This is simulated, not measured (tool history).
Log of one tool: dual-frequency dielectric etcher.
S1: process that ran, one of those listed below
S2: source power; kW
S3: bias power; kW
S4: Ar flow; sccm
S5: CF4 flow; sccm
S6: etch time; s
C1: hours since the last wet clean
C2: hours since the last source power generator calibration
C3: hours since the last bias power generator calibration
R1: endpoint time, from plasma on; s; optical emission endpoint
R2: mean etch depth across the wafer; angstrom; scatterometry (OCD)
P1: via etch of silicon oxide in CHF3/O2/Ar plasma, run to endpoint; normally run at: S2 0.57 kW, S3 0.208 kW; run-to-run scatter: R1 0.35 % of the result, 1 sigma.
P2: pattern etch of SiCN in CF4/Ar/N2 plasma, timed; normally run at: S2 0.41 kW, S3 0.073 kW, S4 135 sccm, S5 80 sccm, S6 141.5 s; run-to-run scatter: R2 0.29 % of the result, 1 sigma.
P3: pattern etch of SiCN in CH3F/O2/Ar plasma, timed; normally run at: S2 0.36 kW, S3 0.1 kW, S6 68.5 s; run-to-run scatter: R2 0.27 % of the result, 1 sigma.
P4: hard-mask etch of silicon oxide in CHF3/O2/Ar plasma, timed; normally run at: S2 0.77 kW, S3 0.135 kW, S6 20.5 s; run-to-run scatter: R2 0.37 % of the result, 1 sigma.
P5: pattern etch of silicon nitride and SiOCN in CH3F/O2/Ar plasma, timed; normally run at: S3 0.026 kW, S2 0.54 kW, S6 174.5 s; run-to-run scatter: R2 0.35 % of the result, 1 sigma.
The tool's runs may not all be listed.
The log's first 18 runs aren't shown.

run 19 hour=275.9 | S1=P1 S2=0.57 S3=0.208 | C1=416.9 C2=2071.1 C3=98.9 | R1=240.3
run 20 hour=288.9 | S1=P2 S2=0.41 S3=0.073 S4=135 S5=80 S6=92.5 | C1=429.9 C2=2084.1 C3=111.9 | R2=721.27
run 21 hour=305.1 | S1=P2 S2=0.41 S3=0.073 S4=135 S5=107 S6=141.5 | C1=446.1 C2=2100.3 C3=128.1 | R2=1145
run 22 hour=316.9 | S1=P1 S2=0.57 S3=0.208 | C1=457.9 C2=2112.1 C3=139.9 | R1=239.53
run 23 hour=325.6 | S1=P1 S2=0.48 S3=0.268 | C1=466.6 C2=2120.8 C3=148.6 | R1=233.89
run 24 hour=335.7 | S1=P3 S2=0.36 S3=0.1 S6=68.5 | C1=476.7 C2=2130.9 C3=158.7 | R2=277.37
run 25 hour=350.8 | S1=P4 S2=0.77 S3=0.186 S6=20.5 | C1=491.8 C2=2146 C3=173.8 | R2=459.05
run 26 hour=368.6 | S1=P1 S2=0.79 S3=0.131 | C1=509.6 C2=2163.8 C3=191.6 | R1=245.8

The next listed run, before its measurement:
run 27 hour=385.1 | S1=P1 S2=0.8 S3=0.208 | C1=526.1 C2=2180.3 C3=208.1 | R1=?

Run 27 gave R1 211.39 s.

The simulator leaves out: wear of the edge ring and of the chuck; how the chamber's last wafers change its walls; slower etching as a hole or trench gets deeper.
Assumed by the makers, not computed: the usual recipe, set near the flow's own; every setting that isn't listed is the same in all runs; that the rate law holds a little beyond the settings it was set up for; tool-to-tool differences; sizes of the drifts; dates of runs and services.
